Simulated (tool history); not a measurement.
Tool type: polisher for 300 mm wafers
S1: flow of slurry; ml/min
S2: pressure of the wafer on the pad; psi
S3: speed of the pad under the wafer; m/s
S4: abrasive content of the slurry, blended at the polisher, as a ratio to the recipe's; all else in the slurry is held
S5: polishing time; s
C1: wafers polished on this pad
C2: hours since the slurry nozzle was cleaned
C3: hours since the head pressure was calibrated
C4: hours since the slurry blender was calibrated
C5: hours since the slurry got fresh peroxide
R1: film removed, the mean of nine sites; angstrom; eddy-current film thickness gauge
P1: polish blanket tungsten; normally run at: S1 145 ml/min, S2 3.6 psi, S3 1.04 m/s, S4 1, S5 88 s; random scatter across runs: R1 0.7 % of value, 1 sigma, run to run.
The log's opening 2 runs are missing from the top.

run,hour,S1,S2,S3,S4,S5,C1,C2,C3,C4,C5,R1
3,10.8,145,5.5,1.04,1,88,304,475,630.6,32.7,28.8,6880.5
# hour 13.7: slurry nozzle cleaned
4,14.6,145,1.6,1.34,1,88,347,0.9,634.4,36.5,32.6,2632.4
5,16.7,205,3.6,1.04,1,88,372,3,636.5,38.6,34.7,4728.8
6,19.4,145,3.6,1.32,1,88,403,5.7,639.2,41.3,37.4,5795.8
7,22.2,145,3.6,1.04,1,123,435,8.5,642,44.1,40.2,6281.9
8,26.2,145,3.6,1.04,1,88,482,12.5,646,48.1,44.2,4604.4
9,28.7,145,3.6,1.04,1,88,510,15,648.5,50.6,46.7,4564.9
10,32.8,145,3.6,1.04,1,46,558,19.1,652.6,54.7,50.8,2335.2
11,35.9,145,3.6,0.56,0.75,88,594,22.2,655.7,57.8,53.9,2282.4
12,38,145,3.6,1.04,1,88,618,24.3,657.8,59.9,56,4563.2
13,41.2,145,3.6,1.04,0.65,88,655,27.5,661,63.1,59.2,4149.4
14,45.1,85,3.6,1.04,1,88,700,31.4,664.9,67,63.1,3985.6
15,48.8,145,3.6,0.46,1,88,743,35.1,668.6,70.7,66.8,2016.6
16,52.4,145,3.6,1.04,1.5,88,784,38.7,672.2,74.3,70.4,5069.9
17,55.7,145,3.6,1.04,1,88,823,42,675.5,77.6,73.7,4534.4
18,57.9,145,2.2,1.04,1,88,848,44.2,677.7,79.8,75.9,2782.2
19,61.7,145,3.6,1.04,1,88,892,48,681.5,83.6,79.7,4586.5
20,65.4,145,3.6,1.04,1,88,935,51.7,685.2,87.3,83.4,4442.4
21,69.3,145,3.6,1.04,1,88,980,55.6,689.1,91.2,87.3,4343.6
22,73,145,3.6,1.04,1,88,1022,59.3,692.8,94.9,91,4307.6
23,75.6,145,3.6,1.04,1,88,1053,61.9,695.4,97.5,93.6,4269.9
# hour 78.8: head pressure recalibrated
# hour 79.2: worn pad replaced by a new one
24,79.2,145,3.6,1.04,1,88,0,65.5,0.4,101.1,97.2,4255.9
25,82.1,145,3.6,1.04,1,88,34,68.4,3.3,104,100.1,4229
26,84.2,145,3.6,1.04,1,88,58,70.5,5.4,106.1,102.2,4229.5
27,87.1,145,3.6,1.04,1,88,92,73.4,8.3,109,105.1,4206.6

Run 28, settings as shown, results not yet in. Your forecast:
# hour 87.3: slurry blender recalibrated
28,89.6,145,3.6,1.04,1,88,120,75.9,10.8,2.3,107.6,?

R1: 4161.7 angstrom
